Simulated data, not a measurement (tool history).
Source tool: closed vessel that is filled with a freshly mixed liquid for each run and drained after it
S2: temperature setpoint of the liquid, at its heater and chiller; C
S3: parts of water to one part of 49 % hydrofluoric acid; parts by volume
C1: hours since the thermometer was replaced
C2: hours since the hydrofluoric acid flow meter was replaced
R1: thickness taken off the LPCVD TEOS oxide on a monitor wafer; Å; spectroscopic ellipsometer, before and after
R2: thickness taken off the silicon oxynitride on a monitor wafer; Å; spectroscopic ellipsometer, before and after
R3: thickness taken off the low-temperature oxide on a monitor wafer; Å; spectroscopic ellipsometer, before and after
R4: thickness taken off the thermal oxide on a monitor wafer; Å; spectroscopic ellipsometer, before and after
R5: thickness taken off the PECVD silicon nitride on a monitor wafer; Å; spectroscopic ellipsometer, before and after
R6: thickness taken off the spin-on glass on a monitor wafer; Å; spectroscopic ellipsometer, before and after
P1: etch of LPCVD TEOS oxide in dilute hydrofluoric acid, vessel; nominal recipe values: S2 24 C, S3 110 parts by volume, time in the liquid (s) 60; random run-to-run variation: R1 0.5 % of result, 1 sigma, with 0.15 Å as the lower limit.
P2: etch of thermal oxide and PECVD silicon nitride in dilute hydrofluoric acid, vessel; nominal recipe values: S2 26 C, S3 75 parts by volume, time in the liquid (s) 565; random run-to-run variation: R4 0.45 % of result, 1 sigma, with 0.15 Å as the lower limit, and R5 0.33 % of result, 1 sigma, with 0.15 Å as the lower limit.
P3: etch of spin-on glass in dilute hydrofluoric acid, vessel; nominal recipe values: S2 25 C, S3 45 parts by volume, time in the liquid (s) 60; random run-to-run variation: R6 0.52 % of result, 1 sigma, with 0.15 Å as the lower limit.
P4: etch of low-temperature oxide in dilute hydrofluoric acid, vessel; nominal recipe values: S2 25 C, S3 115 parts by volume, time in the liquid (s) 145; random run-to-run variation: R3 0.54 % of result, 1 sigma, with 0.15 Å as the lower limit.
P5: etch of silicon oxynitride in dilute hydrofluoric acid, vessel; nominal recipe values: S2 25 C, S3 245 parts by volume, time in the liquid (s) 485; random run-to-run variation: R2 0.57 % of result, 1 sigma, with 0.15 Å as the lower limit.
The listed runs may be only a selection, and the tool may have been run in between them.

{"run": 1, "day": 0.646, "process that ran": "P1", "S2": 24, "S3": 110, "time in the liquid (s)": 60, "C1": 495, "C2": 112.8, "R1": 249.13}
{"run": 2, "day": 1.071, "process that ran": "P1", "S2": 24, "S3": 20, "time in the liquid (s)": 60, "C1": 505.2, "C2": 123, "R1": 1529}
{"run": 3, "day": 1.642, "process that ran": "P5", "S2": 25, "S3": 245, "time in the liquid (s)": 485, "C1": 518.9, "C2": 136.7, "R2": 88.078}
{"run": 4, "day": 1.971, "process that ran": "P4", "S2": 25, "S3": 40, "time in the liquid (s)": 145, "C1": 526.8, "C2": 144.6, "R3": 1426}
{"run": 5, "day": 2.462, "process that ran": "P5", "S2": 17, "S3": 245, "time in the liquid (s)": 485, "C1": 538.6, "C2": 156.4, "R2": 62.603}
{"run": 6, "day": 2.95, "process that ran": "P4", "S2": 33, "S3": 115, "time in the liquid (s)": 145, "C1": 550.3, "C2": 168.1, "R3": 611.15}
{"run": 7, "day": 3.4, "process that ran": "P2", "S2": 26, "S3": 20, "time in the liquid (s)": 565, "C1": 561.1, "C2": 178.9, "R4": 1617.7, "R5": 1784.3}
{"run": 8, "day": 3.746, "process that ran": "P1", "S2": 24, "S3": 110, "time in the liquid (s)": 60, "C1": 569.4, "C2": 187.2, "R1": 249.51}
{"run": 9, "day": 4.075, "process that ran": "P3", "S2": 29, "S3": 45, "time in the liquid (s)": 60, "C1": 577.3, "C2": 195.1, "R6": 764.73}
{"run": 10, "day": 4.617, "process that ran": "P3", "S2": 25, "S3": 45, "time in the liquid (s)": 30, "C1": 590.3, "C2": 208.1, "R6": 324.96}
{"run": 11, "day": 5.008, "process that ran": "P2", "S2": 26, "S3": 75, "time in the liquid (s)": 1035, "C1": 599.7, "C2": 217.5, "R4": 733.45, "R5": 901.08}
{"run": 12, "day": 5.517, "process that ran": "P5", "S2": 25, "S3": 95, "time in the liquid (s)": 485, "C1": 611.9, "C2": 229.7, "R2": 256.54}
{"run": 13, "day": 5.829, "process that ran": "P1", "S2": 24, "S3": 110, "time in the liquid (s)": 60, "C1": 619.4, "C2": 237.2, "R1": 251.15}
{"run": 14, "day": 6.179, "process that ran": "P1", "S2": 24, "S3": 110, "time in the liquid (s)": 30, "C1": 627.8, "C2": 245.6, "R1": 124.86}
{"run": 15, "day": 6.704, "process that ran": "P1", "S2": 24, "S3": 110, "time in the liquid (s)": 60, "C1": 640.4, "C2": 258.2, "R1": 248.3}
{"run": 16, "day": 7.183, "process that ran": "P4", "S2": 25, "S3": 115, "time in the liquid (s)": 145, "C1": 651.9, "C2": 269.7, "R3": 451.74}
{"run": 17, "day": 7.838, "process that ran": "P2", "S2": 26, "S3": 75, "time in the liquid (s)": 565, "C1": 667.6, "C2": 285.4, "R4": 400.11, "R5": 494.27}
{"run": 18, "day": 8.388, "process that ran": "P5", "S2": 25, "S3": 245, "time in the liquid (s)": 485, "C1": 680.8, "C2": 298.6, "R2": 88.233}
{"day": 8.492, "done": "thermometer replaced"}
{"run": 19, "day": 8.788, "process that ran": "P1", "S2": 17.5, "S3": 110, "time in the liquid (s)": 60, "C1": 7.1, "C2": 308.2, "R1": 189.88}
{"run": 20, "day": 9.129, "process that ran": "P4", "S2": 25, "S3": 115, "time in the liquid (s)": 225, "C1": 15.3, "C2": 316.4, "R3": 707.85}
{"run": 21, "day": 9.683, "process that ran": "P1", "S2": 24, "S3": 180, "time in the liquid (s)": 60, "C1": 28.6, "C2": 329.7, "R1": 141.71}
{"run": 22, "day": 10.083, "process that ran": "P1", "S2": 24, "S3": 110, "time in the liquid (s)": 90, "C1": 38.2, "C2": 339.3, "R1": 369.54}
{"run": 23, "day": 10.742, "process that ran": "P1", "S2": 24, "S3": 110, "time in the liquid (s)": 60, "C1": 54, "C2": 355.1, "R1": 248.19}
{"run": 24, "day": 11.146, "process that ran": "P5", "S2": 25, "S3": 245, "time in the liquid (s)": 820, "C1": 63.7, "C2": 364.8, "R2": 150.27}
{"run": 25, "day": 11.542, "process that ran": "P1", "S2": 24, "S3": 110, "time in the liquid (s)": 60, "C1": 73.2, "C2": 374.3, "R1": 249.16}
{"run": 26, "day": 11.983, "process that ran": "P3", "S2": 25, "S3": 45, "time in the liquid (s)": 60, "C1": 83.8, "C2": 384.9, "R6": 657.94}
{"run": 27, "day": 12.488, "process that ran": "P3", "S2": 25, "S3": 20, "time in the liquid (s)": 60, "C1": 95.9, "C2": 397, "R6": 1517.5}
{"run": 28, "day": 12.908, "process that ran": "P3", "S2": 25, "S3": 45, "time in the liquid (s)": 60, "C1": 106, "C2": 407.1, "R6": 648.72}
{"run": 29, "day": 13.442, "process that ran": "P1", "S2": 29.5, "S3": 110, "time in the liquid (s)": 60, "C1": 118.8, "C2": 419.9, "R1": 307}
{"run": 30, "day": 13.842, "process that ran": "P2", "S2": 26, "S3": 75, "time in the liquid (s)": 565, "C1": 128.4, "C2": 429.5, "R4": 395.15, "R5": 491.78}
{"run": 31, "day": 14.483, "process that ran": "P2", "S2": 18, "S3": 75, "time in the liquid (s)": 565, "C1": 143.8, "C2": 444.9, "R4": 288.07, "R5": 285.38}
{"run": 32, "day": 14.825, "process that ran": "P4", "S2": 25, "S3": 115, "time in the liquid (s)": 145, "C1": 152, "C2": 453.1, "R3": 448.41}
{"run": 33, "day": 15.129, "process that ran": "P1", "S2": 30.5, "S3": 40, "time in the liquid (s)": 60, "C1": 159.3, "C2": 460.4, "R1": 971.47}
{"run": 34, "day": 15.812, "process that ran": "P1", "S2": 24, "S3": 110, "time in the liquid (s)": 60, "C1": 175.7, "C2": 476.8, "R1": 247.71}
{"run": 35, "day": 16.442, "process that ran": "P1", "S2": 24, "S3": 110, "time in the liquid (s)": 60, "C1": 190.8, "C2": 491.9, "R1": 261.89}
{"run": 36, "day": 16.804, "process that ran": "P1", "S2": 24, "S3": 110, "time in the liquid (s)": 60, "C1": 199.5, "C2": 500.6, "R1": 260.62}
{"run": 37, "day": 17.229, "process that ran": "P1", "S2": 24, "S3": 110, "time in the liquid (s)": 60, "C1": 209.7, "C2": 510.8, "R1": 263.91}
{"run": 38, "day": 17.542, "process that ran": "P1", "S2": 24, "S3": 110, "time in the liquid (s)": 60, "C1": 217.2, "C2": 518.3, "R1": 268.07}
{"run": 39, "day": 17.904, "process that ran": "P1", "S2": 24, "S3": 110, "time in the liquid (s)": 60, "C1": 225.9, "C2": 527, "R1": 267.77}
{"run": 40, "day": 18.271, "process that ran": "P1", "S2": 24, "S3": 110, "time in the liquid (s)": 60, "C1": 234.7, "C2": 535.8, "R1": 268.22}
{"run": 41, "day": 18.646, "process that ran": "P1", "S2": 24, "S3": 110, "time in the liquid (s)": 60, "C1": 243.7, "C2": 544.8, "R1": 270}
{"run": 42, "day": 19.154, "process that ran": "P1", "S2": 24, "S3": 110, "time in the liquid (s)": 60, "C1": 255.9, "C2": 557, "R1": 270.14}
{"run": 43, "day": 19.838, "process that ran": "P1", "S2": 24, "S3": 110, "time in the liquid (s)": 60, "C1": 272.3, "C2": 573.4, "R1": 270.53}

What P1 gives has crept away from where it was. These 2 causes fit the log equally well, each at the size given:
A: liquid hotter than its thermometer reads (K) = 2.05
B: hydrofluoric acid flow above the setpoint (%) = 7.3
At approximately day 15.812, the process output began to creep.

4 check runs are offered, one wafer each, their results left as question marks. Which one tells the causes apart?
{"run": "check 1", "day": 20.521, "process that ran": "P2", "S2": 26, "S3": 75, "time in the liquid (s)": 565, "R4": "?", "R5": "?"}
{"run": "check 2", "day": 20.521, "process that ran": "P3", "S2": 25, "S3": 45, "time in the liquid (s)": 60, "R6": "?"}
{"run": "check 3", "day": 20.521, "process that ran": "P5", "S2": 25, "S3": 245, "time in the liquid (s)": 485, "R2": "?"}
{"run": "check 4", "day": 20.521, "process that ran": "P4", "S2": 25, "S3": 115, "time in the liquid (s)": 145, "R3": "?"}

Expected result of each check under each candidate cause:
check=check_1 result=R4 if_A=432.05 if_B=430.61
check=check_1 result=R5 if_A=561.62 if_B=526.9
check=check_2 result=R6 if_A=709.47 if_B=703.28
check=check_3 result=R2 if_A=96.454 if_B=96.027
check=check_4 result=R3 if_A=487.8 if_B=488.43
Smallest distance between any two causes, each pair judged by its most separating result, in per cent: check 1 6.38 %; check 2 0.88 %; check 3 0.44 %; check 4 0.13 %
Of the check runs offered, only check 1 discriminates between the causes; the rest would read about the same regardless of which cause applies.

Here is what check 1 returned: R4 428.81 Å; R5 565.4 Å. Which cause is it?

The cause is A: liquid hotter than its thermometer reads (K).
